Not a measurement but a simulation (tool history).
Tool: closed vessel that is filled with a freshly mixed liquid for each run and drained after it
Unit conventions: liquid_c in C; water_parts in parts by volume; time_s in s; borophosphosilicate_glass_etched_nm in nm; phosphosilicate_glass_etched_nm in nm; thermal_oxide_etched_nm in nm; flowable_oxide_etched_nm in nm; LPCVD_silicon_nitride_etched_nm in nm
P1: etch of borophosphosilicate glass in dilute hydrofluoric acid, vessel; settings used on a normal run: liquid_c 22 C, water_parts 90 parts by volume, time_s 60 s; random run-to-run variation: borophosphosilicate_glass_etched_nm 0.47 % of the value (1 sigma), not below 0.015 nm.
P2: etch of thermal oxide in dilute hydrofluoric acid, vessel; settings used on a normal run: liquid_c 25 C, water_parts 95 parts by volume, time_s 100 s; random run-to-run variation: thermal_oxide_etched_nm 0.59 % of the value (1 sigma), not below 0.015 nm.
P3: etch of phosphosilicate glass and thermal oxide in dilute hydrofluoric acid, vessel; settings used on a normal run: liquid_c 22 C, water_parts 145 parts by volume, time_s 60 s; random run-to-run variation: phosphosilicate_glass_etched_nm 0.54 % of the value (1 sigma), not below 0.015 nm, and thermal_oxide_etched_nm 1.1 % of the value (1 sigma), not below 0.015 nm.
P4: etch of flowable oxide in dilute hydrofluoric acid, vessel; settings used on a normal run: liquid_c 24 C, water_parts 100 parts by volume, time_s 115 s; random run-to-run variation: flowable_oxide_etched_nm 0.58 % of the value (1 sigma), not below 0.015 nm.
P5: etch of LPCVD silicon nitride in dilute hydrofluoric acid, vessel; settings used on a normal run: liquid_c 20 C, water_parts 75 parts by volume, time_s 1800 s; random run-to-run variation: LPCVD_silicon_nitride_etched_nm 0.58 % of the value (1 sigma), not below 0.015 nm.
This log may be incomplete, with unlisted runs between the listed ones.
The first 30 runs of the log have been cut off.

run   hour  process  liquid_c  water_parts  time_s  hours since the thermometer was replaced  hours since the hydrofluoric acid flow meter was replaced  borophosphosilicate_glass_etched_nm  phosphosilicate_glass_etched_nm  thermal_oxide_etched_nm  flowable_oxide_etched_nm  LPCVD_silicon_nitride_etched_nm
 31  423.4       P1        22           50      60                                      23.6                                                     1169.8                               79.051
 32  438.4       P4        24          100     115                                      38.6                                                     1184.8                                                                                                                   36.536
 33  450.8       P1        22           90      60                                        51                                                     1197.2                               42.112
 34  460.1       P1        22           90      60                                      60.3                                                     1206.5                               42.803
 35  470.1       P1        22           90      60                                      70.3                                                     1216.5                               43.025
 36  483.7       P1        22           90      60                                      83.9                                                     1230.1                               44.428
 37  499.1       P1        22           90      60                                      99.3                                                     1245.5                               44.609
 38  513.2       P1        22           90      60                                     113.4                                                     1259.6                               45.239
 39  529.4       P1        22           90      60                                     129.6                                                     1275.8                               45.724
 40  538.9       P1        22           90      60                                     139.1                                                     1285.3                               45.421
 41  554.3       P1        22           90      60                                     154.5                                                     1300.7                               45.943

Run 42 has not been measured yet. What should we expect?
 42  566.8       P1        22           90      60                                       167                                                     1313.2                                    ?

Run 42 gave borophosphosilicate_glass_etched_nm 45.208 nm.
